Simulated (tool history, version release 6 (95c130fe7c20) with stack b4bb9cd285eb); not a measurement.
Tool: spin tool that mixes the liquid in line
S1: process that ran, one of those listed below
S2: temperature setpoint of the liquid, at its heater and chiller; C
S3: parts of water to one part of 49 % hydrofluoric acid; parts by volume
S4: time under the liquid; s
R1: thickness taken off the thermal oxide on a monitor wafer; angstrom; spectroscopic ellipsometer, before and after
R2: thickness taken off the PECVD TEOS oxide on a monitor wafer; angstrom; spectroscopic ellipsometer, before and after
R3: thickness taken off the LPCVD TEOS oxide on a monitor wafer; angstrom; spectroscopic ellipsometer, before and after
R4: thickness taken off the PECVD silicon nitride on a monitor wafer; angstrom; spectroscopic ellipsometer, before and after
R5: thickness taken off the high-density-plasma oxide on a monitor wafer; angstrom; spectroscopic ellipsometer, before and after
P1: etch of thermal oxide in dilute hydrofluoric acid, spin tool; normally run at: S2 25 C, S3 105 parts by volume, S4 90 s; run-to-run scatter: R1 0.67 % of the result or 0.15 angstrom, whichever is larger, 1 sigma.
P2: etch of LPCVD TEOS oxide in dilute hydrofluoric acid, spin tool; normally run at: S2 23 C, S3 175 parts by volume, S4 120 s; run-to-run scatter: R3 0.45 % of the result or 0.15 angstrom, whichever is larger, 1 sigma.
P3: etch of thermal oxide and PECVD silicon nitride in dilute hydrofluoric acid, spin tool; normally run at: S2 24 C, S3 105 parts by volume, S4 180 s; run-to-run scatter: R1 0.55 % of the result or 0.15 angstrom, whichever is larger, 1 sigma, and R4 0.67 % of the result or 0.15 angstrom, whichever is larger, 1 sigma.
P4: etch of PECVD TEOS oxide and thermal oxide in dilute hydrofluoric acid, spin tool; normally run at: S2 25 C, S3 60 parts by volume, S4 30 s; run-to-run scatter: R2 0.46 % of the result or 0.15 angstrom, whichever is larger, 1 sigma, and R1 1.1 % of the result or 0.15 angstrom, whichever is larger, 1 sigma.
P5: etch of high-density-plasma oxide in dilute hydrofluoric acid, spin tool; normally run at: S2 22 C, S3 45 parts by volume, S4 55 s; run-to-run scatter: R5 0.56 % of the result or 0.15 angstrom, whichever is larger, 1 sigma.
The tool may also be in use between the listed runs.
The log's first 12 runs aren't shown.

run,hour,S1,S2,S3,S4,R1,R2,R3,R4,R5
13,133.4,P1,25,105,90,40.178,,,,
14,143.2,P1,25,105,90,40.244,,,,
15,152.7,P3,17,105,180,60.618,,,25.633,
16,165.2,P3,24,105,340,153.4,,,78.237,
17,179.2,P5,28,45,55,,,,,123.61
18,188.2,P3,24,105,180,81.69,,,41.178,
19,203.7,P1,25,105,160,72.081,,,,
20,213.8,P2,23,175,25,,,57.621,,
21,220.6,P4,25,20,30,79.359,452.73,,,
22,227.5,P5,22,45,95,,,,,162.73
23,235.3,P1,25,105,90,40.374,,,,
24,242.9,P5,22,45,55,,,,,94.706
25,254,P4,25,60,30,25.074,143.11,,,
26,266.5,P3,24,165,180,47.861,,,26.795,
27,279.6,P5,22,75,55,,,,,55.42
28,290.5,P2,28.5,175,120,,,339.71,,
# hour 298.9: thermometer replaced
29,304.6,P1,25,105,35,15.749,,,,
30,312.8,P5,22,45,55,,,,,95.915
31,324.4,P1,25,105,90,40.115,,,,
32,337,P1,25,105,90,40.499,,,,
33,350.5,P1,25,105,90,40.638,,,,
34,364.4,P1,25,105,90,38.599,,,,
35,374.3,P1,25,105,90,37.981,,,,
36,382.6,P1,25,105,90,37.639,,,,
37,392.1,P1,25,105,90,37.493,,,,

The next listed run, before its measurement:
38,405.2,P1,25,105,90,?,,,,

Run 38 gave R1 36.689 angstrom.
